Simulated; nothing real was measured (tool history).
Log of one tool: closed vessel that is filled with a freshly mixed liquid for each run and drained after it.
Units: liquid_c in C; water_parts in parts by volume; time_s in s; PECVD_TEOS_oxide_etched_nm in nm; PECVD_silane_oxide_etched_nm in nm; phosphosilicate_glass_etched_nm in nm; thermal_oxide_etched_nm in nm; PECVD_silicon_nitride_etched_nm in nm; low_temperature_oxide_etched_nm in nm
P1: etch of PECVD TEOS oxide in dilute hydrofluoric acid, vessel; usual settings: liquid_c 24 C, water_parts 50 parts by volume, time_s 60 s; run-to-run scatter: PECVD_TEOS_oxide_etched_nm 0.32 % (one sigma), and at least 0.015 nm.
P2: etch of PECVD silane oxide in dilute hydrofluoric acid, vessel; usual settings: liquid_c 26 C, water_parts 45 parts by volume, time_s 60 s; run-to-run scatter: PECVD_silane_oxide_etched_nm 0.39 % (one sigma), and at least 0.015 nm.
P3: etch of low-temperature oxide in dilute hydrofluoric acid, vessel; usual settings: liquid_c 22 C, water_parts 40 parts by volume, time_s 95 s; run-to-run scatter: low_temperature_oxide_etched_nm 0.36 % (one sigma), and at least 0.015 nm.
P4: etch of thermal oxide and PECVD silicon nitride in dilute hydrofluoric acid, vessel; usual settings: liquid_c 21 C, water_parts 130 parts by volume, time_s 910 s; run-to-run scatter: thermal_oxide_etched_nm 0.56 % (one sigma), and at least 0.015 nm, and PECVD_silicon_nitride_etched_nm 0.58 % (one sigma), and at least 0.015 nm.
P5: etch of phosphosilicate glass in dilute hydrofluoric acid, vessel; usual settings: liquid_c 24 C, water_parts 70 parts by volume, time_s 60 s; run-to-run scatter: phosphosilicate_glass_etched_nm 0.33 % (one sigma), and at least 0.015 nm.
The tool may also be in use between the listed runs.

run	hour	process	liquid_c	water_parts	time_s	hours since the thermometer was replaced	hours since the hydrofluoric acid flow meter was replaced	PECVD_TEOS_oxide_etched_nm	PECVD_silane_oxide_etched_nm	phosphosilicate_glass_etched_nm	thermal_oxide_etched_nm	PECVD_silicon_nitride_etched_nm	low_temperature_oxide_etched_nm
1	5.1	P1	24	50	60	955.2	536.9	28.855					
2	9.4	P1	24	50	60	959.5	541.2	28.717					
3	15.3	P1	30.5	70	60	965.4	547.1	25.872					
4	20.9	P2	26	45	60	971	552.7		24.016				
5	24.2	P5	24	20	60	974.3	556			465.35			
6	27.2	P1	17	50	60	977.3	559	21.327					
7	33.4	P5	24	70	60	983.5	565.2			123.32			
8	39.9	P1	24	20	60	990	571.7	74.833					
9	45.8	P2	26	45	90	995.9	577.6		35.626				
10	50.3	P1	31	50	60	1000.4	582.1	38.124					
11	54.7	P1	24	75	60	1004.8	586.5	18.61					
12	61.1	P1	24	75	30	1011.2	592.9	9.3001					
13	66.9	P4	21	130	1775	1017	598.7				54.85	31.636	
14	71.2	P4	21	130	910	1021.3	603				27.741	16.191	
15	76.5	P3	22	40	35	1026.6	608.3						10.715
16	80.8	P2	18.5	45	60	1030.9	612.6		17.376				
17	84.7	P3	28.5	40	95	1034.8	616.5						37.593
18	91.4	P3	22	40	95	1041.5	623.2						29.047
19	96.8	P5	31	70	60	1046.9	628.6			162.86			
20	100.3	P1	24	50	60	1050.4	632.1	28.822					
21	103.6	P1	24	50	60	1053.7	635.4	28.678					
22	107.7	P3	22	40	95	1057.8	639.5						29.036
23	114.3	P2	26	20	60	1064.4	646.1		55.755				
24	120.7	P4	21	45	910	1070.8	652.5				90.083	45.267	
25	125.3	P4	27	130	910	1075.4	657.1				35.225	24.13	
26	131.9	P5	24	70	100	1082	663.7			206			
27	135.9	P3	22	20	95	1086	667.7						59.54
28	140.5	P1	24	20	30	1090.6	672.3	37.461					
29	146.2	P1	24	50	60	1096.3	678	28.766					
30	151.9	P1	24	50	95	1102	683.7	45.664					
31	156.6	P1	24	50	30	1106.7	688.4	14.417					
32	163.2	P1	24	50	60	1113.3	695	28.604					
33	169.9	P1	24	50	60	1120	701.7	29.797					
34	174.4	P1	24	50	60	1124.5	706.2	30.423					
35	178.9	P1	24	50	60	1129	710.7	30.535					
36	184.2	P1	24	50	60	1134.3	716	30.935					
37	189.1	P1	24	50	60	1139.2	720.9	31.058					
38	192.4	P1	24	50	60	1142.5	724.2	31.277					
39	196.5	P1	24	50	60	1146.6	728.3	31.129					
40	200.1	P1	24	50	60	1150.2	731.9	31.087					
41	207	P1	24	50	60	1157.1	738.8	31.185					

What P1 gives has crept away from where it was. These 2 causes fit the log equally well, each at the size given:
A: liquid hotter than its thermometer reads (K) = 1.96
B: hydrofluoric acid flow above the setpoint (%) = 7.79
The creep began at about hour 163.2.

4 check runs are offered, one wafer each, their results left as question marks. Which one tells the causes apart?
check 1	213.9	P2	26	45	60				?				
check 2	213.9	P4	21	130	910						?	?	
check 3	213.9	P3	22	40	95								?
check 4	213.9	P5	24	70	60					?			

What each check would give under each cause:
check	result	if A	if B
check 1	PECVD_silane_oxide_etched_nm	25.807	25.818
check 2	thermal_oxide_etched_nm	30.175	30.415
check 2	PECVD_silicon_nitride_etched_nm	18.338	17.334
check 3	low_temperature_oxide_etched_nm	31.479	31.375
check 4	phosphosilicate_glass_etched_nm	133.8	134.17
How far apart the two closest causes lie, in the result that separates them most: check 1 0.04 %; check 2 5.63 %; check 3 0.33 %; check 4 0.28 %
Only check 2 tells the causes apart: in the others they would give nearly the same result.

Then check 2 was run and gave: thermal_oxide_etched_nm 30.516 nm; PECVD_silicon_nitride_etched_nm 18.396 nm. Which cause is it?

It is A: liquid hotter than its thermometer reads (K).
